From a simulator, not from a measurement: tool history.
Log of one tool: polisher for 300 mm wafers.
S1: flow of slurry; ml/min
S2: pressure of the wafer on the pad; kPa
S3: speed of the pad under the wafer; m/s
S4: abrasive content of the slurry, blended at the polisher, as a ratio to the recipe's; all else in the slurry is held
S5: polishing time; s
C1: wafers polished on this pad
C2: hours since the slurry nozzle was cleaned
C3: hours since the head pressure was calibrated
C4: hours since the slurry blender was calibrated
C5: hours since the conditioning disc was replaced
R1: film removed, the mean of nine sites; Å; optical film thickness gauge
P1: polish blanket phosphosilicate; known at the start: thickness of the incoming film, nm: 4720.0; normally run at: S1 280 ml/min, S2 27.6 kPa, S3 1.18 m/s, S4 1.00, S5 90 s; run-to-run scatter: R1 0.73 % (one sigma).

run  hour   S1    S2    S3    S4   S5   C1     C2     C3     C4     C5       R1
  1   2.4  280  27.6  1.18  1.00   90  190  418.1  798.4  250.1   43.2   9317.1
  2   5.0  170  27.6  1.18  1.00   90  219  420.7  801.0  252.7   45.8   8806.4
  3   8.8  280  27.6  1.78  1.00   90  262  424.5  804.8  256.5   49.6  12935.0
  4  12.1  280  27.6  1.18  1.30   90  298  427.8  808.1  259.8   52.9  10429.0
  5  17.0  435  27.6  1.18  1.00   90  353  432.7  813.0  264.7   57.8   9700.9
  6  19.5  280  27.6  1.18  1.00   90  380  435.2  815.5  267.2   60.3   9422.1
  7  24.6  280  27.6  1.18  0.55   90  437  440.3  820.6  272.3   65.4   6831.1
  8  28.9  280  27.6  1.18  1.00   90  485  444.6  824.9  276.6   69.7   9298.0
  9  34.1  280  27.6  1.18  1.00  141  542  449.8  830.1  281.8   74.9  14524.0
 10  37.5  280  34.5  1.18  1.00   69  580  453.2  833.5  285.2   78.3   9044.1
 11  40.6  280  20.7  1.18  1.00   90  615  456.3  836.6  288.3   81.4   6977.8
     41.0  -- head pressure recalibrated
     41.7  -- slurry nozzle cleaned
 12  43.8  280  27.6  1.18  1.00   90  650    2.2    2.8  291.5   84.6   9380.5
 13  46.6  280  27.6  1.18  1.00   90  681    5.0    5.6  294.3   87.4   9255.0
 14  49.2  280  27.6  0.54  1.00   90  710    7.6    8.2  296.9   90.0   4945.0
 15  53.5  280  27.6  1.18  1.00   40  758   11.9   12.5  301.2   94.3   4115.8
 16  56.2  280  40.0  1.18  1.00   90  788   14.6   15.2  303.9   97.0  13629.0
 17  59.8  280  27.6  1.18  1.00   90  828   18.2   18.8  307.5  100.6   9239.9
 18  64.3  280  27.6  1.18  1.00   90  878   22.7   23.3  312.0  105.1   9360.3
 19  67.5  280  27.6  1.18  1.00   90  913   25.9   26.5  315.2  108.3   9142.7
 20  72.1  280  27.6  1.18  1.00   90  965   30.5   31.1  319.8  112.9   8857.9
 21  74.6  280  27.6  1.18  1.00   90  992   33.0   33.6  322.3  115.4   8836.0
     76.8  -- worn pad replaced by a new one
     79.1  -- slurry nozzle cleaned
 22  79.3  280  27.6  1.18  1.00   90   28    0.3   38.3  327.0  120.1   8669.0
     81.6  -- conditioning disc replaced and pad reconditioned
 23  82.8  280  27.6  1.18  1.00   90   67    3.8   41.8  330.5    1.3   8714.3
 24  86.7  280  27.6  1.18  1.00   90  110    7.7   45.7  334.4    5.2   8651.7
 25  91.3  280  27.6  1.18  1.00   90  161   12.3   50.3  339.0    9.8   8642.6

What P1 gives has crept away from where it was. These 2 causes fit the log equally well, each at the size given:
A: abrasive missing from the slurry, % = 14.6
B: head's pressure below its setpoint, % = 7.19
The creep began at about hour 64.3.
Why every other cause is out:
removal rate lost through wear of the pad, %: serviced at hour 76.8, which brought nothing back
slurry flow missing at the pad, %: serviced at hour 79.1, which brought nothing back
time polished since the conditioner stopped cutting, s: serviced at hour 81.6, which brought nothing back

4 check runs are offered, each on 5 wafers whose results are averaged, their results left as question marks. Which one tells the causes apart?
check 1  95.9  280  27.6  1.18  0.55   90                       ?
check 2  95.9  280  27.6  1.18  1.00  139                       ?
check 3  95.9  170  27.6  1.68  1.00   90                       ?
check 4  95.9  280  20.7  1.56  1.00   90                       ?

What each check would give under each cause:
  check  result     if A     if B
check 1      R1   6168.7   6314.8
check 2      R1  13377.0  13380.0
check 3      R1  10805.0  10808.0
check 4      R1   8121.6   8123.4
How far apart the two closest causes lie, in the result that separates them most: check 1 2.34 %; check 2 0.02 %; check 3 0.02 %; check 4 0.02 %
Only check 1 tells the causes apart: in the others they would give nearly the same result.

Then check 1 was run and gave: R1 6303.1 Å. Which cause is it?

It is B: head's pressure below its setpoint, %.
